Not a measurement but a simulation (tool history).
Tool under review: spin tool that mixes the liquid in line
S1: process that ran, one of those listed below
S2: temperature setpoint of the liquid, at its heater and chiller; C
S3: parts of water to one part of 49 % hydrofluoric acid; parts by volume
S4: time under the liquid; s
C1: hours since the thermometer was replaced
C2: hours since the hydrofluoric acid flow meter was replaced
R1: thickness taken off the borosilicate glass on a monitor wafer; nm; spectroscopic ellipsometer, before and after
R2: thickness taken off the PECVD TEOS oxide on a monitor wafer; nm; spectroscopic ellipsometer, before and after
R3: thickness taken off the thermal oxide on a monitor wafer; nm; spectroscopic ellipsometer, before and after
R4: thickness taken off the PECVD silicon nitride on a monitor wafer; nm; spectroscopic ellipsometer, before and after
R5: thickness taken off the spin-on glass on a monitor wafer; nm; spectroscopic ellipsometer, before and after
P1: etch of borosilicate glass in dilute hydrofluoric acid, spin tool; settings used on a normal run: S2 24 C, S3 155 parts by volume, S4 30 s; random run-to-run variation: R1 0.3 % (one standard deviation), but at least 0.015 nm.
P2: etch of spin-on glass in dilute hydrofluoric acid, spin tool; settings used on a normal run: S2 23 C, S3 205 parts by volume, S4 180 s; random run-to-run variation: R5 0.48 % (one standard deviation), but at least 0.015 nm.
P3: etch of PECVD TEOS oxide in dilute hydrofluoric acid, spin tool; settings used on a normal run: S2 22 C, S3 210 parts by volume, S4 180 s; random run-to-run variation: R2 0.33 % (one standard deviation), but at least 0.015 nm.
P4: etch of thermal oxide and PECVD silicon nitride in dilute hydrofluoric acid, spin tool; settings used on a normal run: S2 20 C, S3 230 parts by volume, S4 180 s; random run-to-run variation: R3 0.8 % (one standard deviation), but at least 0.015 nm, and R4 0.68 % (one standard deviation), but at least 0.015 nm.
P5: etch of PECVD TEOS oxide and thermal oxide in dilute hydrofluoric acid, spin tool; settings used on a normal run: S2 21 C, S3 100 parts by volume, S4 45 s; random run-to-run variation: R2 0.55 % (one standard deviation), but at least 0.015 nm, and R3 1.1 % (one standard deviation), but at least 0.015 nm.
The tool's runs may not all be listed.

run,hour,S1,S2,S3,S4,C1,C2,R1,R2,R3,R4,R5
1,8.7,P1,24,155,30,929.8,788.7,7.8344,,,,
2,18.8,P3,22,135,180,939.9,798.8,,16.871,,,
3,26.1,P1,24,155,30,947.2,806.1,7.8143,,,,
4,31.9,P4,20,230,180,953,811.9,,,2.742,3.1331,
5,43,P1,24,155,30,964.1,823,7.7829,,,,
6,49.6,P2,31,205,180,970.7,829.6,,,,,40.289
7,60.1,P1,24,155,30,981.2,840.1,7.8632,,,,
8,69.8,P3,22,210,325,990.9,849.8,,18.227,,,
9,76.7,P1,17,155,15,997.8,856.7,2.9222,,,,
10,85.8,P4,24.5,230,180,1006.9,865.8,,,3.1567,4.166,
11,91.6,P4,20,230,30,1012.7,871.6,,,0.43856,0.4914,
12,103.3,P4,20,340,180,1024.4,883.3,,,1.6645,2.1529,
13,114.7,P1,24,155,30,1035.8,894.7,7.7597,,,,
14,125.4,P5,28,100,45,1046.5,905.4,,7.8663,2.6576,,
15,132.9,P2,23,205,350,1054,912.9,,,,,58.834
16,138.8,P1,31.5,155,30,1059.9,918.8,10.391,,,,
17,150.1,P5,21,100,80,1071.2,930.1,,10.522,3.5619,,
18,160,P1,18.5,155,30,1081.1,940,6.3352,,,,
19,171.5,P2,23,105,180,1092.6,951.5,,,,,65.602
20,177.2,P1,24,155,50,1098.3,957.2,13.027,,,,
21,183.3,P3,27.5,210,180,1104.4,963.3,,12.22,,,
22,190.1,P1,24,235,30,1111.2,970.1,4.7485,,,,
23,196.3,P1,24,85,30,1117.4,976.3,15.542,,,,
24,201.9,P4,20,230,180,1123,981.9,,,2.6827,3.1784,
25,208.7,P5,21,100,45,1129.8,988.7,,5.9222,2.0159,,
26,216.4,P2,23,205,180,1137.5,996.4,,,,,30.217
27,223.2,P3,22,210,180,1144.3,1003.2,,10.106,,,
28,232.7,P5,21,155,45,1153.8,1012.7,,3.5763,1.1919,,
29,241.6,P1,24,155,15,1162.7,1021.6,3.9349,,,,

The next listed run, before its measurement:
30,253.5,P5,21,100,45,1174.6,1033.5,,?,?,,

{"run 30": {"R2": 5.9165, "R3": 2.013}}

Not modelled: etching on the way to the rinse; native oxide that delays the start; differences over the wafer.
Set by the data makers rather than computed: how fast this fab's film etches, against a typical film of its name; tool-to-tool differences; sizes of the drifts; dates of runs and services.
